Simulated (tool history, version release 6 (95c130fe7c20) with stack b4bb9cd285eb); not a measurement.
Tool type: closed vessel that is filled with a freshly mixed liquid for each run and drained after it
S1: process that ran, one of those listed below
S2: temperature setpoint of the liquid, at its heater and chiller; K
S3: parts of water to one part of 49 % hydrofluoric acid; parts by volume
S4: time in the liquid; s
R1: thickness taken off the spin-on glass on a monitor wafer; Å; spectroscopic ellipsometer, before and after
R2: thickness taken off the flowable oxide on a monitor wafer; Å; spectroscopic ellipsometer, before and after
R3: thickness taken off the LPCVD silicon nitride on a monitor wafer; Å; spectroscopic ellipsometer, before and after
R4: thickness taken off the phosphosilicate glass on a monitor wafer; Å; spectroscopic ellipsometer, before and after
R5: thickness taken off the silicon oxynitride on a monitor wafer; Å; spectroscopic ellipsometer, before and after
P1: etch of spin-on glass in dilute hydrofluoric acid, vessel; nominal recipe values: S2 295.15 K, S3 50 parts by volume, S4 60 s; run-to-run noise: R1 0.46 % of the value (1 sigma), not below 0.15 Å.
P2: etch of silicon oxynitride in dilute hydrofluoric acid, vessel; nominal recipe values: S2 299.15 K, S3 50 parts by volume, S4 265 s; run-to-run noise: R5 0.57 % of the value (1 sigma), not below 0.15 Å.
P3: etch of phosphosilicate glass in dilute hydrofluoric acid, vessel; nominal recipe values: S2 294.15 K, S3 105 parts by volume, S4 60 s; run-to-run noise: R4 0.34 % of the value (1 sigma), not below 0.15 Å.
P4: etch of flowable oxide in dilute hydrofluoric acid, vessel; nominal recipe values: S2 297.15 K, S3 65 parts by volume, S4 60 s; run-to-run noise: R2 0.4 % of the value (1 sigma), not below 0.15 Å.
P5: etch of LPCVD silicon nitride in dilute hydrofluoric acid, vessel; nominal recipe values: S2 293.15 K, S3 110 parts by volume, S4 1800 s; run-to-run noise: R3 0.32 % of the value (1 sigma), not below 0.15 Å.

Run 1, day 0.462: S1 P1, S2 295.15 K, S3 50 parts by volume, S4 60 s. Result: R1 512.90 Å.
Run 2, day 0.883: S1 P4, S2 297.15 K, S3 65 parts by volume, S4 60 s. Result: R2 301.17 Å.
Run 3, day 1.471: S1 P5, S2 293.15 K, S3 110 parts by volume, S4 255 s. Result: R3 10.111 Å.
Run 4, day 2.021: S1 P4, S2 297.15 K, S3 30 parts by volume, S4 60 s. Result: R2 684.47 Å.
Run 5, day 2.367: S1 P3, S2 294.15 K, S3 105 parts by volume, S4 30 s. Result: R4 505.82 Å.
Run 6, day 2.717: S1 P5, S2 293.15 K, S3 175 parts by volume, S4 1800 s. Result: R3 45.156 Å.
Run 7, day 3.029: S1 P5, S2 293.15 K, S3 110 parts by volume, S4 1800 s. Result: R3 70.871 Å.
Run 8, day 3.483: S1 P1, S2 295.15 K, S3 20 parts by volume, S4 60 s. Result: R1 1335.00 Å.
Run 9, day 3.996: S1 P1, S2 295.15 K, S3 50 parts by volume, S4 90 s. Result: R1 771.94 Å.
Run 10, day 4.558: S1 P2, S2 299.15 K, S3 50 parts by volume, S4 265 s. Result: R5 296.54 Å.
Run 11, day 4.921: S1 P4, S2 292.15 K, S3 65 parts by volume, S4 60 s. Result: R2 243.32 Å.
Run 12, day 5.271: S1 P5, S2 293.15 K, S3 110 parts by volume, S4 1800 s. Result: R3 70.885 Å.
Run 13, day 5.738: S1 P3, S2 294.15 K, S3 105 parts by volume, S4 60 s. Result: R4 1007.80 Å.
At day 5.892: hydrofluoric acid flow meter replaced.
Run 14, day 6.154: S1 P1, S2 290.15 K, S3 50 parts by volume, S4 30 s. Result: R1 207.53 Å.
Run 15, day 6.488: S1 P1, S2 295.15 K, S3 50 parts by volume, S4 60 s. Result: R1 513.05 Å.
Run 16, day 7.071: S1 P1, S2 290.15 K, S3 50 parts by volume, S4 60 s. Result: R1 418.56 Å.
Run 17, day 7.517: S1 P4, S2 297.15 K, S3 65 parts by volume, S4 60 s. Result: R2 299.96 Å.
Run 18, day 8.042: S1 P1, S2 295.15 K, S3 50 parts by volume, S4 60 s. Result: R1 515.12 Å.
Run 19, day 8.504: S1 P3, S2 298.65 K, S3 105 parts by volume, S4 60 s. Result: R4 1206.40 Å.
Run 20, day 8.938: S1 P1, S2 299.65 K, S3 50 parts by volume, S4 60 s. Result: R1 622.93 Å.
Run 21, day 9.375: S1 P1, S2 295.15 K, S3 50 parts by volume, S4 60 s. Result: R1 514.47 Å.
Run 22, day 9.796: S1 P1, S2 295.15 K, S3 70 parts by volume, S4 60 s. Result: R1 359.42 Å.
Run 23, day 10.283: S1 P2, S2 305.15 K, S3 50 parts by volume, S4 265 s. Result: R5 393.67 Å.
Run 24, day 10.812: S1 P1, S2 303.15 K, S3 50 parts by volume, S4 30 s. Result: R1 357.24 Å.
Run 25, day 11.442: S1 P2, S2 299.15 K, S3 25 parts by volume, S4 265 s. Result: R5 601.42 Å.
Run 26, day 12.054: S1 P1, S2 295.15 K, S3 50 parts by volume, S4 30 s. Result: R1 255.76 Å.
Run 27, day 12.596: S1 P5, S2 290.15 K, S3 110 parts by volume, S4 1800 s. Result: R3 57.629 Å.
Run 28, day 13.167: S1 P2, S2 299.15 K, S3 50 parts by volume, S4 530 s. Result: R5 589.12 Å.
Run 29, day 13.500: S1 P4, S2 297.15 K, S3 65 parts by volume, S4 100 s. Result: R2 501.24 Å.
Run 30, day 13.812: S1 P3, S2 294.15 K, S3 35 parts by volume, S4 60 s. Result: R4 3302.40 Å.
Run 31, day 14.267: S1 P1, S2 295.15 K, S3 50 parts by volume, S4 60 s. Result: R1 511.06 Å.
Run 32, day 14.750: S1 P1, S2 295.15 K, S3 50 parts by volume, S4 60 s. Result: R1 489.99 Å.
Run 33, day 15.054: S1 P1, S2 295.15 K, S3 50 parts by volume, S4 60 s. Result: R1 481.77 Å.
Run 34, day 15.512: S1 P1, S2 295.15 K, S3 50 parts by volume, S4 60 s. Result: R1 470.75 Å.
Run 35, day 16.012: S1 P1, S2 295.15 K, S3 50 parts by volume, S4 60 s. Result: R1 470.87 Å.
Run 36, day 16.596: S1 P1, S2 295.15 K, S3 50 parts by volume, S4 60 s. Result: R1 465.49 Å.
Run 37, day 17.025: S1 P1, S2 295.15 K, S3 50 parts by volume, S4 60 s. Result: R1 467.44 Å.
Run 38, day 17.383: S1 P1, S2 295.15 K, S3 50 parts by volume, S4 60 s. Result: R1 465.93 Å.

What P1 gives has crept away from where it was. These 2 causes fit the log equally well, each at the size given:
A: hydrofluoric acid flow below the setpoint (%) = 9.15
B: liquid colder than its thermometer reads (K) = 2.43
The onset of the drift is placed at about day 14.267.

Consider the 4 single-wafer check runs listed below, results given as question marks: which one distinguishes between the causes by giving clearly different results for each?
Run check 1, day 17.742: S1 P2, S2 304.15 K, S3 50 parts by volume, S4 265 s. Result: R5 ?.
Run check 2, day 17.742: S1 P5, S2 290.15 K, S3 110 parts by volume, S4 1800 s. Result: R3 ?.
Run check 3, day 17.742: S1 P4, S2 297.15 K, S3 40 parts by volume, S4 60 s. Result: R2 ?.
Run check 4, day 17.742: S1 P3, S2 294.15 K, S3 105 parts by volume, S4 30 s. Result: R4 ?.

Predicted outcomes, by check and by cause:
  check  result    if A    if B
check 1      R5  339.95  335.92
check 2      R3  52.489  48.560
check 3      R2  454.90  454.73
check 4      R4  453.44  457.19
Minimum pairwise separation of causes per check, each pair taken at its best-separating result: check 1 1.19 %; check 2 7.78 %; check 3 0.04 %; check 4 0.82 %
Only check 2 tells the causes apart: in the others they would give nearly the same result.

After running check 2, the following was obtained: R3 48.565 Å. Which cause does this point to?

It is B: liquid colder than its thermometer reads (K).
